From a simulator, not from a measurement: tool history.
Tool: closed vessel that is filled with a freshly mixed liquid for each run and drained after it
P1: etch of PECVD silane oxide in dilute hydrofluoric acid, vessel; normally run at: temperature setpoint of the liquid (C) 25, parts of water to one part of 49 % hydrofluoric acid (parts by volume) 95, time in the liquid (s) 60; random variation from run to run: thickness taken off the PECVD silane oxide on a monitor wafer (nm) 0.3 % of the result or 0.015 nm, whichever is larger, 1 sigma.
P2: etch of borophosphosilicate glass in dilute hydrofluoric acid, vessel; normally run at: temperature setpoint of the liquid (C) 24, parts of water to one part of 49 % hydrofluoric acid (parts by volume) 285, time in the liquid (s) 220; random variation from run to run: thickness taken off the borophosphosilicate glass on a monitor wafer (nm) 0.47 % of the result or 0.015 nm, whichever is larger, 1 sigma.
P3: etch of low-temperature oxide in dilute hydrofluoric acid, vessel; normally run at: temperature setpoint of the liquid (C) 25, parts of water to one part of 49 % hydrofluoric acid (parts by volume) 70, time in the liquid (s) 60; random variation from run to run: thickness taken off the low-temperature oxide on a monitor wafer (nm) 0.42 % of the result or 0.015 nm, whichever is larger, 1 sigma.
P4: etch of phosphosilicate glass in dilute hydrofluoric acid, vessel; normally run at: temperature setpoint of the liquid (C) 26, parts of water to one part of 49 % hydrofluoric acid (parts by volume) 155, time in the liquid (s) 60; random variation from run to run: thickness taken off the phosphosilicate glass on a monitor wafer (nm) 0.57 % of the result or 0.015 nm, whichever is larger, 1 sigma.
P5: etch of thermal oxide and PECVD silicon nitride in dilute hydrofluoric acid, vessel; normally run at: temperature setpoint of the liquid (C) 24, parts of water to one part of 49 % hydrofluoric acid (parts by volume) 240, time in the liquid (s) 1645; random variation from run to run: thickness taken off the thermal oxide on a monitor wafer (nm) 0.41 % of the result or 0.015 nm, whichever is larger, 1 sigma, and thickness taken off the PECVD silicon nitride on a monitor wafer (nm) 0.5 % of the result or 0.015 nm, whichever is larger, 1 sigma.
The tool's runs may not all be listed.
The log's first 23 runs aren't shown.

run	hour	process that ran	temperature setpoint of the liquid (C)	parts of water to one part of 49 % hydrofluoric acid (parts by volume)	time in the liquid (s)	hours since the thermometer was replaced	hours since the hydrofluoric acid flow meter was replaced	thickness taken off the PECVD silane oxide on a monitor wafer (nm)	thickness taken off the borophosphosilicate glass on a monitor wafer (nm)	thickness taken off the phosphosilicate glass on a monitor wafer (nm)	thickness taken off the thermal oxide on a monitor wafer (nm)	thickness taken off the PECVD silicon nitride on a monitor wafer (nm)	thickness taken off the low-temperature oxide on a monitor wafer (nm)
24	72.1	P5	24	400	1645	635.1	444.2				14.323	8.1256	
25	74.3	P1	25	95	60	637.3	446.4	17.156					
26	76.3	P2	24	285	220	639.3	448.4		47.865				
27	79.9	P1	20.5	95	60	642.9	452	14.36					
28	83.9	P4	31.5	155	60	646.9	456			74.99			
29	86.1	P1	25	135	30	649.1	458.2	5.725					
30	90	P1	20	95	85	653	462.1	19.937					
31	93.4	P3	25	70	60	656.4	465.5						32.576
32	95.4	P5	24	240	1645	658.4	467.5				27.875	13.501	
33	97.4	P5	24	240	3125	660.4	469.5				52.984	25.551	
34	101.5	P1	25	95	60	664.5	473.6	17.176					
35	105.2	P1	25	95	60	668.2	477.3	17.691					
36	108.1	P1	25	95	60	671.1	480.2	17.981					
37	111.4	P1	25	95	60	674.4	483.5	18.165					
38	113.6	P1	25	95	60	676.6	485.7	18.114					
39	115.8	P1	25	95	60	678.8	487.9	18.203					
40	117.7	P1	25	95	60	680.7	489.8	18.284					
41	120.2	P1	25	95	60	683.2	492.3	18.221					
42	122.8	P1	25	95	60	685.8	494.9	18.303					

Run 43 comes next. What will it give?
43	126.6	P1	25	95	60	689.6	498.7	?					

Run 43 gave thickness taken off the PECVD silane oxide on a monitor wafer (nm) 18.325.
